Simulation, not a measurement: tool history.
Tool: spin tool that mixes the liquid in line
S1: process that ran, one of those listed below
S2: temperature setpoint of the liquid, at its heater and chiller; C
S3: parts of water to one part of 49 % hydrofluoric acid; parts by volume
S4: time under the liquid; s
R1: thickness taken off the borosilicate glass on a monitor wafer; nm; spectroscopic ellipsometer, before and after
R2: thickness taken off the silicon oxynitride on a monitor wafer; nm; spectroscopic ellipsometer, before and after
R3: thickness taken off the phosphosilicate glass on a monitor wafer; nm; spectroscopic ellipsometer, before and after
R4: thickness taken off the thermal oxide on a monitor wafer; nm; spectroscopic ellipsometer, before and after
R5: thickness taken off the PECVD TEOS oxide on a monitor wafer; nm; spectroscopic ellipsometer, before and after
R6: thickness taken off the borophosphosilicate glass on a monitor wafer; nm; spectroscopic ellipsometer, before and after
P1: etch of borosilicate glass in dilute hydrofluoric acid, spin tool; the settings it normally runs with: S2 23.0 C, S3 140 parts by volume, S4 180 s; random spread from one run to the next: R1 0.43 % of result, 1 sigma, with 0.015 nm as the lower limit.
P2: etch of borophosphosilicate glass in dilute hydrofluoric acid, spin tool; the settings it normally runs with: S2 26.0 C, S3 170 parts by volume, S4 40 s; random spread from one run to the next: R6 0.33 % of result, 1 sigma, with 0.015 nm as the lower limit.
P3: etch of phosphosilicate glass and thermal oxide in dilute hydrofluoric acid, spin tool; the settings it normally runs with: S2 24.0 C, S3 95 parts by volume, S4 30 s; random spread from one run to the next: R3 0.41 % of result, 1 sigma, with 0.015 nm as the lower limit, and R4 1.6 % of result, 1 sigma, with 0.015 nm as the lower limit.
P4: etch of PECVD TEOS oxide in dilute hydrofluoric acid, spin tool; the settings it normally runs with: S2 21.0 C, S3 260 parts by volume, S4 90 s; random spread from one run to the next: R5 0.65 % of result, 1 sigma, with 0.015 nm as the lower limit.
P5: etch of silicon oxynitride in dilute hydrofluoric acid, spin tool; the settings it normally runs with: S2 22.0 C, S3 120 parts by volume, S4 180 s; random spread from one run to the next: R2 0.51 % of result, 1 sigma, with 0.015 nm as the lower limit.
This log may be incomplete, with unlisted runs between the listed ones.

{"run": 1, "hour": 15.0, "S1": "P1", "S2": 23.0, "S3": 140, "S4": 180, "R1": 23.597}
{"run": 2, "hour": 29.7, "S1": "P5", "S2": 22.0, "S3": 35, "S4": 180, "R2": 20.396}
{"run": 3, "hour": 38.3, "S1": "P1", "S2": 23.0, "S3": 140, "S4": 180, "R1": 23.7}
{"run": 4, "hour": 54.5, "S1": "P1", "S2": 27.0, "S3": 140, "S4": 180, "R1": 27.587}
{"run": 5, "hour": 65.8, "S1": "P5", "S2": 22.0, "S3": 120, "S4": 295, "R2": 9.1461}
{"run": 6, "hour": 73.2, "S1": "P3", "S2": 24.0, "S3": 95, "S4": 30, "R3": 62.593, "R4": 1.5117}
{"run": 7, "hour": 84.7, "S1": "P4", "S2": 21.0, "S3": 260, "S4": 160, "R5": 7.4141}
{"run": 8, "hour": 94.1, "S1": "P5", "S2": 17.0, "S3": 120, "S4": 180, "R2": 4.4145}
{"run": 9, "hour": 104.5, "S1": "P1", "S2": 23.0, "S3": 140, "S4": 180, "R1": 23.566}
{"run": 10, "hour": 112.2, "S1": "P1", "S2": 23.0, "S3": 140, "S4": 180, "R1": 23.645}
{"run": 11, "hour": 121.0, "S1": "P1", "S2": 23.0, "S3": 140, "S4": 350, "R1": 45.621}
{"run": 12, "hour": 131.4, "S1": "P2", "S2": 26.0, "S3": 170, "S4": 40, "R6": 14.059}
{"run": 13, "hour": 142.6, "S1": "P1", "S2": 23.0, "S3": 235, "S4": 180, "R1": 12.71}
{"run": 14, "hour": 155.1, "S1": "P4", "S2": 17.0, "S3": 260, "S4": 90, "R5": 3.6076}
{"run": 15, "hour": 163.6, "S1": "P2", "S2": 26.0, "S3": 170, "S4": 65, "R6": 22.888}
{"run": 16, "hour": 177.5, "S1": "P2", "S2": 26.0, "S3": 170, "S4": 40, "R6": 14.199}
{"run": 17, "hour": 189.0, "S1": "P1", "S2": 23.0, "S3": 55, "S4": 180, "R1": 66.44}
{"run": 18, "hour": 196.4, "S1": "P1", "S2": 23.0, "S3": 140, "S4": 85, "R1": 11.161}
{"run": 19, "hour": 204.7, "S1": "P1", "S2": 23.0, "S3": 140, "S4": 180, "R1": 23.805}
{"run": 20, "hour": 216.4, "S1": "P1", "S2": 23.0, "S3": 140, "S4": 180, "R1": 23.465}
{"run": 21, "hour": 230.5, "S1": "P2", "S2": 20.5, "S3": 170, "S4": 40, "R6": 11.483}
{"run": 22, "hour": 240.7, "S1": "P2", "S2": 26.0, "S3": 90, "S4": 40, "R6": 29.485}
{"run": 23, "hour": 252.3, "S1": "P4", "S2": 21.0, "S3": 260, "S4": 90, "R5": 4.1836}
{"run": 24, "hour": 266.3, "S1": "P1", "S2": 18.5, "S3": 140, "S4": 180, "R1": 19.748}
{"run": 25, "hour": 274.0, "S1": "P1", "S2": 17.0, "S3": 140, "S4": 300, "R1": 31.077}
{"run": 26, "hour": 286.0, "S1": "P1", "S2": 23.0, "S3": 140, "S4": 180, "R1": 23.616}
{"run": 27, "hour": 301.3, "S1": "P3", "S2": 24.0, "S3": 95, "S4": 15, "R3": 31.515, "R4": 0.75726}
{"run": 28, "hour": 315.1, "S1": "P4", "S2": 21.0, "S3": 445, "S4": 90, "R5": 2.0857}
{"run": 29, "hour": 325.9, "S1": "P3", "S2": 24.0, "S3": 160, "S4": 30, "R3": 34.663, "R4": 0.85055}
{"run": 30, "hour": 339.6, "S1": "P3", "S2": 17.0, "S3": 95, "S4": 30, "R3": 46.938, "R4": 1.1514}
{"run": 31, "hour": 354.3, "S1": "P5", "S2": 22.0, "S3": 120, "S4": 180, "R2": 5.5494}
{"run": 32, "hour": 362.7, "S1": "P3", "S2": 24.0, "S3": 95, "S4": 30, "R3": 62.691, "R4": 1.5506}
{"run": 33, "hour": 379.0, "S1": "P1", "S2": 23.0, "S3": 140, "S4": 180, "R1": 23.493}
{"run": 34, "hour": 391.9, "S1": "P1", "S2": 23.0, "S3": 140, "S4": 180, "R1": 24.404}
{"run": 35, "hour": 404.1, "S1": "P1", "S2": 23.0, "S3": 140, "S4": 180, "R1": 25.273}
{"run": 36, "hour": 412.3, "S1": "P1", "S2": 23.0, "S3": 140, "S4": 180, "R1": 25.164}
{"run": 37, "hour": 421.1, "S1": "P1", "S2": 23.0, "S3": 140, "S4": 180, "R1": 25.491}
{"run": 38, "hour": 437.2, "S1": "P1", "S2": 23.0, "S3": 140, "S4": 180, "R1": 25.689}
{"run": 39, "hour": 448.2, "S1": "P1", "S2": 23.0, "S3": 140, "S4": 180, "R1": 25.617}
{"run": 40, "hour": 462.4, "S1": "P1", "S2": 23.0, "S3": 140, "S4": 180, "R1": 25.602}

What P1 gives has crept away from where it was. These 2 causes fit the log equally well, each at the size given:
A: liquid hotter than its thermometer reads (K) = 2.23
B: hydrofluoric acid flow above the setpoint (%) = 7.7
The gradual shift began around hour 379.0.

Below are 4 check runs, each averaged over 2 wafers, with their results shown as question marks. Which of them would give clearly different results depending on which cause is behind the drift?
{"run": "check 1", "hour": 476.6, "S1": "P3", "S2": 17.0, "S3": 145, "S4": 30, "R3": "?", "R4": "?"}
{"run": "check 2", "hour": 476.6, "S1": "P5", "S2": 17.0, "S3": 120, "S4": 180, "R2": "?"}
{"run": "check 3", "hour": 476.6, "S1": "P2", "S2": 22.0, "S3": 170, "S4": 40, "R6": "?"}
{"run": "check 4", "hour": 476.6, "S1": "P4", "S2": 17.0, "S3": 260, "S4": 90, "R5": "?"}

Predicted outcomes, by check and by cause:
check=check_1 result=R3 if_A=32.082 if_B=31.881
check=check_1 result=R4 if_A=0.77882 if_B=0.77393
check=check_2 result=R2 if_A=4.8993 if_B=4.7540
check=check_3 result=R6 if_A=13.207 if_B=13.238
check=check_4 result=R5 if_A=3.9050 if_B=3.9258
Distance between the nearest two causes, measured in the result of the check that separates them most: check 1 0.63 %; check 2 3.01 %; check 3 0.23 %; check 4 0.53 %
The other checks would show nearly matching results whichever cause is true, so check 2 is the only one that separates the causes.

Check 2 has now been run. It gave: R2 4.8825 nm. Which of the candidate causes is it?

Of the candidate causes, it is A: liquid hotter than its thermometer reads (K).
